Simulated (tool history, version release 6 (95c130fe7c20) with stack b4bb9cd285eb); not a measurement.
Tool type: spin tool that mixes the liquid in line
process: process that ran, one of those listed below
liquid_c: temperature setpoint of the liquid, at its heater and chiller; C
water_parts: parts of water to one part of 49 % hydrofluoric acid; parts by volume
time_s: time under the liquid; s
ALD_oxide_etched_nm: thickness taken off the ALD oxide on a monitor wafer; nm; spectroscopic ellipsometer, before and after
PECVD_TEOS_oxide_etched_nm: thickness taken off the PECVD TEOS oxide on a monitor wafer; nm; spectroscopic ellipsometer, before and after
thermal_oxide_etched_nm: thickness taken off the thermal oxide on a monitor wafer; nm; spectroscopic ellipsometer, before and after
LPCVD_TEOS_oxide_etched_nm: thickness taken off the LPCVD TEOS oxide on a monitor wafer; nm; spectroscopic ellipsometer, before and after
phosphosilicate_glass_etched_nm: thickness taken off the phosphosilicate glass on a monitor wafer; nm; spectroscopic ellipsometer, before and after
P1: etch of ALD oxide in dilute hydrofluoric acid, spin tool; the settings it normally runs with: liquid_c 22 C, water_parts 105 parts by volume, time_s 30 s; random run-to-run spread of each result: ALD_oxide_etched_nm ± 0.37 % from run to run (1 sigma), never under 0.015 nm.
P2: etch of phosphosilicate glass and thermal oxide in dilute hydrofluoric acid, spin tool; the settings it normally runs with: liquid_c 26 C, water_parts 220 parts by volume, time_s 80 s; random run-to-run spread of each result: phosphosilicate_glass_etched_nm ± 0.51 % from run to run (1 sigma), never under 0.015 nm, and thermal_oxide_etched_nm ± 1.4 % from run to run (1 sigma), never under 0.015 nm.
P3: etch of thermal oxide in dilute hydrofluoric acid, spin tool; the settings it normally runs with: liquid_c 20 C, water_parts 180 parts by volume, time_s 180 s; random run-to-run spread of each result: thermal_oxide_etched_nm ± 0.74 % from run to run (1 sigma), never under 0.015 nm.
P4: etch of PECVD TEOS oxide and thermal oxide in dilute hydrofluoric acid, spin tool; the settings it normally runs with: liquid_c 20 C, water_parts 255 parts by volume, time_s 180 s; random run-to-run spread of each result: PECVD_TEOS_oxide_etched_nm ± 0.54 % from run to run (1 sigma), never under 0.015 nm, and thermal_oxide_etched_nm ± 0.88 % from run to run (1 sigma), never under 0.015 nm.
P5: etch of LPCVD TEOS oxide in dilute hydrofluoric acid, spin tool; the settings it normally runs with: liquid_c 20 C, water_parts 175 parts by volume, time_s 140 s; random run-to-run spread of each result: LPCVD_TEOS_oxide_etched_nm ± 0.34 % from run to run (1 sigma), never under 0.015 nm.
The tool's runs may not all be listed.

| run | day | process | liquid_c | water_parts | time_s | hours since the thermometer was replaced | hours since the hydrofluoric acid flow meter was replaced | ALD_oxide_etched_nm | PECVD_TEOS_oxide_etched_nm | thermal_oxide_etched_nm | LPCVD_TEOS_oxide_etched_nm | phosphosilicate_glass_etched_nm |
|---|---|---|---|---|---|---|---|---|---|---|---|---|
| 1 | 0.267 | P1 | 22 | 105 | 30 | 1217.8 | 496.4 | 8.2219 |  |  |  |  |
| 2 | 0.783 | P4 | 20 | 465 | 180 | 1230.2 | 508.8 |  | 3.4674 | 1.1196 |  |  |
| 3 | 1.121 | P3 | 20 | 180 | 180 | 1238.3 | 516.9 |  |  | 3.6216 |  |  |
|  | 1.367 | hydrofluoric acid flow meter replaced |
| 4 | 1.671 | P1 | 22 | 105 | 30 | 1251.5 | 7.4 | 8.2326 |  |  |  |  |
| 5 | 2.179 | P1 | 22 | 105 | 15 | 1263.7 | 19.6 | 4.1127 |  |  |  |  |
| 6 | 2.496 | P5 | 20 | 175 | 275 | 1271.3 | 27.2 |  |  |  | 57.382 |  |
| 7 | 2.917 | P2 | 26 | 220 | 80 | 1281.4 | 37.3 |  |  | 1.614 |  | 31.956 |
| 8 | 3.221 | P1 | 22 | 70 | 45 | 1288.7 | 44.6 | 19.357 |  |  |  |  |
| 9 | 3.604 | P1 | 22 | 180 | 30 | 1297.9 | 53.8 | 4.3862 |  |  |  |  |
| 10 | 4.133 | P4 | 20 | 255 | 180 | 1310.6 | 66.5 |  | 7.532 | 2.4785 |  |  |
| 11 | 4.596 | P4 | 28 | 255 | 180 | 1321.7 | 77.6 |  | 10.095 | 3.2755 |  |  |
| 12 | 4.85 | P4 | 20 | 255 | 180 | 1327.8 | 83.7 |  | 7.524 | 2.473 |  |  |
| 13 | 5.142 | P1 | 22 | 55 | 30 | 1334.8 | 90.7 | 16.579 |  |  |  |  |
| 14 | 5.483 | P1 | 22 | 105 | 30 | 1343 | 98.9 | 8.2084 |  |  |  |  |
| 15 | 5.917 | P2 | 26 | 220 | 125 | 1353.4 | 109.3 |  |  | 2.4558 |  | 50.14 |
| 16 | 6.262 | P3 | 20 | 75 | 180 | 1361.7 | 117.6 |  |  | 9.7445 |  |  |
| 17 | 6.583 | P2 | 22 | 220 | 80 | 1369.4 | 125.3 |  |  | 1.3753 |  | 27.695 |
| 18 | 6.933 | P2 | 26 | 70 | 80 | 1377.8 | 133.7 |  |  | 5.911 |  | 121.79 |
| 19 | 7.5 | P5 | 20 | 175 | 140 | 1391.4 | 147.3 |  |  |  | 29.045 |  |
| 20 | 7.854 | P1 | 22 | 105 | 30 | 1399.9 | 155.8 | 8.2504 |  |  |  |  |
| 21 | 8.304 | P4 | 20 | 255 | 30 | 1410.7 | 166.6 |  | 1.2588 | 0.39373 |  |  |
| 22 | 8.592 | P3 | 17 | 180 | 180 | 1417.6 | 173.5 |  |  | 3.2378 |  |  |
| 23 | 8.896 | P1 | 25.5 | 105 | 30 | 1424.9 | 180.8 | 9.4336 |  |  |  |  |
| 24 | 9.242 | P3 | 20 | 180 | 20 | 1433.2 | 189.1 |  |  | 0.37463 |  |  |
| 25 | 9.5 | P1 | 22 | 105 | 30 | 1439.4 | 195.3 | 8.243 |  |  |  |  |
| 26 | 9.8 | P5 | 20 | 85 | 140 | 1446.6 | 202.5 |  |  |  | 66.239 |  |
| 27 | 10.204 | P5 | 17 | 175 | 140 | 1456.3 | 212.2 |  |  |  | 25.78 |  |
| 28 | 10.525 | P1 | 22 | 105 | 65 | 1464 | 219.9 | 17.68 |  |  |  |  |
| 29 | 10.85 | P1 | 17 | 105 | 30 | 1471.8 | 227.7 | 6.6885 |  |  |  |  |
| 30 | 11.292 | P1 | 22 | 105 | 30 | 1482.4 | 238.3 | 8.2204 |  |  |  |  |
| 31 | 11.642 | P2 | 26 | 220 | 80 | 1490.8 | 246.7 |  |  | 1.5264 |  | 31.927 |
| 32 | 11.95 | P1 | 22 | 105 | 30 | 1498.2 | 254.1 | 8.2387 |  |  |  |  |
| 33 | 12.425 | P1 | 22 | 105 | 30 | 1509.6 | 265.5 | 7.8727 |  |  |  |  |
| 34 | 12.758 | P1 | 22 | 105 | 30 | 1517.6 | 273.5 | 7.7155 |  |  |  |  |
| 35 | 13.308 | P1 | 22 | 105 | 30 | 1530.8 | 286.7 | 7.5701 |  |  |  |  |
| 36 | 13.575 | P1 | 22 | 105 | 30 | 1537.2 | 293.1 | 7.5319 |  |  |  |  |
| 37 | 14.138 | P1 | 22 | 105 | 30 | 1550.7 | 306.6 | 7.4909 |  |  |  |  |
| 38 | 14.679 | P1 | 22 | 105 | 30 | 1563.7 | 319.6 | 7.4666 |  |  |  |  |
| 39 | 15.125 | P1 | 22 | 105 | 30 | 1574.4 | 330.3 | 7.4799 |  |  |  |  |

The log shows P1 creeping away from where it was. Any of the 2 causes listed here, at the size stated for it, fits the log just as well as the others:
A: liquid colder than its thermometer reads (K) = 2.36
B: hydrofluoric acid flow below the setpoint (%) = 8.16
The process output started creeping at around day 11.95.

Each of the check runs listed below is run on 2 wafers and reports their average, with the results left as question marks. Pick the one under which the possible causes would lead to clearly different results.
| check 1 | 15.571 | P2 | 26 | 90 | 110 |  |  |  |  | ? |  | ? |
| check 2 | 15.571 | P3 | 20 | 105 | 180 |  |  |  |  | ? |  |  |
| check 3 | 15.571 | P4 | 24.5 | 435 | 180 |  |  |  | ? | ? |  |  |
| check 4 | 15.571 | P5 | 17 | 175 | 255 |  |  |  |  |  | ? |  |

Predicted outcomes, by check and by cause:
| check | result | if A | if B |
|---|---|---|---|
| check 1 | thermal_oxide_etched_nm | 5.6199 | 5.6084 |
| check 1 | phosphosilicate_glass_etched_nm | 115.12 | 114.89 |
| check 2 | thermal_oxide_etched_nm | 6.0473 | 6.0609 |
| check 3 | PECVD_TEOS_oxide_etched_nm | 4.065 | 3.8986 |
| check 3 | thermal_oxide_etched_nm | 1.3381 | 1.2833 |
| check 4 | LPCVD_TEOS_oxide_etched_nm | 42.767 | 42.637 |
How far apart the two closest causes lie, in the result that separates them most: check 1 0.2 %; check 2 0.23 %; check 3 4.18 %; check 4 0.31 %
The other checks would show nearly matching results whichever cause is true, so check 3 is the only one that separates the causes.

Check 3 was carried out, with these results: PECVD_TEOS_oxide_etched_nm 3.8965 nm; thermal_oxide_etched_nm 1.2541 nm. Which of the listed causes is responsible?

Of the candidate causes, it is B: hydrofluoric acid flow below the setpoint (%).

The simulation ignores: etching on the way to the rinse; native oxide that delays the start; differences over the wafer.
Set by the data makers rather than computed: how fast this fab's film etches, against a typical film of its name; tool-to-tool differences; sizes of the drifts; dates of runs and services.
